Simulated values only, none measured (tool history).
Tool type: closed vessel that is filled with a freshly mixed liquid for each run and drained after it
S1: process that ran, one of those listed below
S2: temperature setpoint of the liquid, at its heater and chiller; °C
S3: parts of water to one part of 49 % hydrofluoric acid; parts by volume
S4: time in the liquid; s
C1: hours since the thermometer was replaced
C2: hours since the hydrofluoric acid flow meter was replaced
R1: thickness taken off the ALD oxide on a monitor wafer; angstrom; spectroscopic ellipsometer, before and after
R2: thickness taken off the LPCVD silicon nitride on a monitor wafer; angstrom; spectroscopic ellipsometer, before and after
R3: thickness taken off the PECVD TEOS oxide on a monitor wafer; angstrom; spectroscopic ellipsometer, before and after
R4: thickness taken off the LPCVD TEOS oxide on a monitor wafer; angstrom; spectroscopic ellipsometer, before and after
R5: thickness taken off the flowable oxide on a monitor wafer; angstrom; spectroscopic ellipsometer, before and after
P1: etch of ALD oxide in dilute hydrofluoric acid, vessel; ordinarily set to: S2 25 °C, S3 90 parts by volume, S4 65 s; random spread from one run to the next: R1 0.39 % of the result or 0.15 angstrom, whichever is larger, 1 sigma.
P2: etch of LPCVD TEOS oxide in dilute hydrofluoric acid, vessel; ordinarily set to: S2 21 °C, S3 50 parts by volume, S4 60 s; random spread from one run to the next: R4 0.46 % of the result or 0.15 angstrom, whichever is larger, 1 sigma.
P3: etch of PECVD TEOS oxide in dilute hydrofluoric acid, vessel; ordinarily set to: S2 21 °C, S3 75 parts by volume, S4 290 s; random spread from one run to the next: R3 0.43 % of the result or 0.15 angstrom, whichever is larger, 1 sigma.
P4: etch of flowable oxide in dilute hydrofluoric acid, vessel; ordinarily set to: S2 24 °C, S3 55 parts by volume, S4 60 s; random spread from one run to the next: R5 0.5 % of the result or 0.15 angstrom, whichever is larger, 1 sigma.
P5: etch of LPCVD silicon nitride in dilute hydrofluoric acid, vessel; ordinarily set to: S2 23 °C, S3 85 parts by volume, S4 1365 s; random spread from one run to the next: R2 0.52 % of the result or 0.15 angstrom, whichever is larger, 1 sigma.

Run 1, hour 13.9: S1 P1, S2 25 °C, S3 90 parts by volume, S4 65 s; C1 825.8; C2 314.4. Result: R1 182.55 angstrom.
Run 2, hour 23.2: S1 P1, S2 25 °C, S3 130 parts by volume, S4 65 s; C1 835.1; C2 323.7. Result: R1 121.08 angstrom.
Run 3, hour 35: S1 P5, S2 23 °C, S3 145 parts by volume, S4 1365 s; C1 846.9; C2 335.5. Result: R2 47.33 angstrom.
Run 4, hour 51.3: S1 P1, S2 25 °C, S3 90 parts by volume, S4 65 s; C1 863.2; C2 351.8. Result: R1 183.62 angstrom.
Run 5, hour 62.2: S1 P1, S2 29 °C, S3 90 parts by volume, S4 65 s; C1 874.1; C2 362.7. Result: R1 214.75 angstrom.
Run 6, hour 70.6: S1 P3, S2 21 °C, S3 75 parts by volume, S4 290 s; C1 882.5; C2 371.1. Result: R3 377.31 angstrom.
Run 7, hour 81.9: S1 P3, S2 21 °C, S3 75 parts by volume, S4 435 s; C1 893.8; C2 382.4. Result: R3 559.19 angstrom.
Run 8, hour 89.9: S1 P1, S2 25 °C, S3 90 parts by volume, S4 65 s; C1 901.8; C2 390.4. Result: R1 181.92 angstrom.
Run 9, hour 97.8: S1 P2, S2 21 °C, S3 80 parts by volume, S4 60 s; C1 909.7; C2 398.3. Result: R4 377.97 angstrom.
Run 10, hour 108.1: S1 P5, S2 23 °C, S3 85 parts by volume, S4 625 s; C1 920; C2 408.6. Result: R2 36.682 angstrom.
Run 11, hour 125.6: S1 P1, S2 25 °C, S3 90 parts by volume, S4 65 s; C1 937.5; C2 426.1. Result: R1 181.63 angstrom.
Run 12, hour 136.2: S1 P3, S2 26 °C, S3 75 parts by volume, S4 290 s; C1 948.1; C2 436.7. Result: R3 461.79 angstrom.
Run 13, hour 150.9: S1 P2, S2 21 °C, S3 50 parts by volume, S4 30 s; C1 962.8; C2 451.4. Result: R4 315.04 angstrom.
Run 14, hour 162.5: S1 P5, S2 23 °C, S3 85 parts by volume, S4 1365 s; C1 974.4; C2 463. Result: R2 80.809 angstrom.
Run 15, hour 177.5: S1 P1, S2 20.5 °C, S3 90 parts by volume, S4 65 s; C1 989.4; C2 478. Result: R1 151.88 angstrom.
Run 16, hour 192.7: S1 P2, S2 28.5 °C, S3 50 parts by volume, S4 60 s; C1 1004.6; C2 493.2. Result: R4 854.28 angstrom.
Run 17, hour 209: S1 P1, S2 17.5 °C, S3 90 parts by volume, S4 115 s; C1 1020.9; C2 509.5. Result: R1 238.63 angstrom.
Run 18, hour 223.7: S1 P1, S2 25 °C, S3 90 parts by volume, S4 65 s; C1 1035.6; C2 524.2. Result: R1 183.1 angstrom.
Run 19, hour 239: S1 P4, S2 24 °C, S3 55 parts by volume, S4 60 s; C1 1050.9; C2 539.5. Result: R5 545.2 angstrom.
Run 20, hour 250.4: S1 P1, S2 25 °C, S3 90 parts by volume, S4 65 s; C1 1062.3; C2 550.9. Result: R1 182.65 angstrom.
Run 21, hour 267.6: S1 P3, S2 21 °C, S3 75 parts by volume, S4 290 s; C1 1079.5; C2 568.1. Result: R3 378.79 angstrom.
Run 22, hour 280.6: S1 P2, S2 21 °C, S3 50 parts by volume, S4 60 s; C1 1092.5; C2 581.1. Result: R4 625.04 angstrom.

Run 23 has not been measured yet. What should we expect?
Run 23, hour 291: S1 P1, S2 25 °C, S3 90 parts by volume, S4 115 s; C1 1102.9; C2 591.5. Result: R1 ?.

{"run 23": {"R1": 322.57}}
